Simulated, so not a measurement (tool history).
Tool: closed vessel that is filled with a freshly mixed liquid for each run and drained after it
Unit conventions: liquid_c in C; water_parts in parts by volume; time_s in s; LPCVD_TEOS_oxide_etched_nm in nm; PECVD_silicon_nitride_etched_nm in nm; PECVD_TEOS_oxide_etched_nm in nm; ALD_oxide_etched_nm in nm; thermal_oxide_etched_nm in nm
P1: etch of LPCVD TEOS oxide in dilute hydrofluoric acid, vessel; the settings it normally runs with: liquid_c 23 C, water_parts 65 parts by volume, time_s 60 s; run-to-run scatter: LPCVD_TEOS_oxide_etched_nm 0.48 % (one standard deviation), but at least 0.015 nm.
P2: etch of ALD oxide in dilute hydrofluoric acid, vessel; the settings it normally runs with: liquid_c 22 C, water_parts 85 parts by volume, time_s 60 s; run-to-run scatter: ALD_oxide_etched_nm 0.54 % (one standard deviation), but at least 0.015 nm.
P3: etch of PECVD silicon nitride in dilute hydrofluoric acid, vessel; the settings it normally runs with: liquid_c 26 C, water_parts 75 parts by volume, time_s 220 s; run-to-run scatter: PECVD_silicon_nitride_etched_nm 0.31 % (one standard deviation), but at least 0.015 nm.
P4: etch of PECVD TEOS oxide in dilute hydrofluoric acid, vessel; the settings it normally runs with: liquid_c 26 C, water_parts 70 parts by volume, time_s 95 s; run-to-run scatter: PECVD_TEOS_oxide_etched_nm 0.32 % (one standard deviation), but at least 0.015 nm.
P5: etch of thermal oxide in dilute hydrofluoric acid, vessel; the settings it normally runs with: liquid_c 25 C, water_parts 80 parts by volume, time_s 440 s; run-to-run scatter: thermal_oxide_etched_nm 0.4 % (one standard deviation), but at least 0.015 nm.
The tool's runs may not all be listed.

run	day	process	liquid_c	water_parts	time_s	hours since the thermometer was replaced	hours since the hydrofluoric acid flow meter was replaced	LPCVD_TEOS_oxide_etched_nm	PECVD_silicon_nitride_etched_nm	PECVD_TEOS_oxide_etched_nm	ALD_oxide_etched_nm	thermal_oxide_etched_nm
1	0.296	P1	23	65	60	380.9	321.3	27.777				
2	0.554	P3	26	75	220	387.1	327.5		8.0769			
3	0.738	P3	26	115	220	391.5	331.9		5.2442			
4	0.983	P4	26	105	95	397.4	337.8			8.7804		
5	1.25	P3	26	75	70	403.8	344.2		2.5597			
6	1.475	P1	23	105	60	409.2	349.6	16.514				
7	1.742	P1	23	65	90	415.6	356	41.831				
8	1.925	P4	33.5	70	95	420	360.4			18.446		
9	2.262	P1	23	65	30	428.1	368.5	14.065				
10	2.425	P1	18.5	65	30	432	372.4	11.459				
11	2.617	P3	31.5	75	220	436.6	377		11.43			
12	2.825	P4	26	70	175	441.6	382			25.516		
13	3.054	P2	22	55	60	447.1	387.5				34.775	
14	3.254	P5	25	80	440	451.9	392.3					26.394
15	3.421	P1	23	65	60	455.9	396.3	28.037				
16	3.588	P1	27	105	60	459.9	400.3	19.316				
17	3.921	P1	23	65	60	467.9	408.3	27.946				
18	4.175	P1	23	35	60	474	414.4	54.277				
19	4.475	P1	23	65	60	481.2	421.6	27.82				
20	4.721	P4	26	70	95	487.1	427.5			13.85		
21	4.875	P5	25	130	440	490.8	431.2					15.265
22	5.104	P1	23	65	60	496.3	436.7	27.81				
23	5.392	P5	25	80	745	503.2	443.6					44.513
24	5.679	P1	29	65	60	510.1	450.5	35.517				
25	5.9	P1	23	65	60	515.4	455.8	27.855				
26	6.112	P2	22	85	100	520.5	460.9				35.95	
27	6.308	P2	22	85	60	525.2	465.6				21.777	
28	6.604	P5	20.5	80	440	532.3	472.7					21.992
29	6.867	P1	18.5	65	60	538.6	479	23.274				
30	7.192	P2	17	85	60	546.4	486.8				17.714	
31	7.454	P1	23	65	60	552.7	493.1	27.88				
32	7.696	P1	23	65	60	558.5	498.9	28.954				
33	7.858	P1	23	65	60	562.4	502.8	28.993				
34	8.104	P1	23	65	60	568.3	508.7	29.878				
35	8.4	P1	23	65	60	575.4	515.8	29.638				
36	8.608	P1	23	65	60	580.4	520.8	29.906				
37	8.892	P1	23	65	60	587.2	527.6	30.059				
38	9.129	P1	23	65	60	592.9	533.3	29.976				
39	9.479	P1	23	65	60	601.3	541.7	30.471				
40	9.729	P1	23	65	60	607.3	547.7	30.242				

P1 no longer gives what it gave before; its output has crept away from where it was. The following 2 causes, each at its listed size, fit the log equally well:
A: liquid hotter than its thermometer reads (K) = 1.98
B: hydrofluoric acid flow above the setpoint (%) = 7.71
The onset of the drift is placed at about day 7.454.

Each of the 4 check runs below uses one wafer; its results are left as question marks. Which run tells the causes apart?
check 1	9.979	P4	26	70	95					?		
check 2	9.979	P5	25	80	440							?
check 3	9.979	P3	26	75	220				?			
check 4	9.979	P2	22	85	60						?	

Predicted outcomes, by check and by cause:
check	result	if A	if B
check 1	PECVD_TEOS_oxide_etched_nm	14.973	15.016
check 2	thermal_oxide_etched_nm	28.618	28.719
check 3	PECVD_silicon_nitride_etched_nm	9.1568	8.6628
check 4	ALD_oxide_etched_nm	23.512	23.548
Minimum pairwise separation of causes per check, each pair taken at its best-separating result: check 1 0.28 %; check 2 0.35 %; check 3 5.55 %; check 4 0.15 %
Only in check 3 would the causes give clearly different results; in the remaining checks their results would be nearly the same.

After running check 3, the following was obtained: PECVD_silicon_nitride_etched_nm 9.1601 nm. Which cause does this point to?

It is A: liquid hotter than its thermometer reads (K).

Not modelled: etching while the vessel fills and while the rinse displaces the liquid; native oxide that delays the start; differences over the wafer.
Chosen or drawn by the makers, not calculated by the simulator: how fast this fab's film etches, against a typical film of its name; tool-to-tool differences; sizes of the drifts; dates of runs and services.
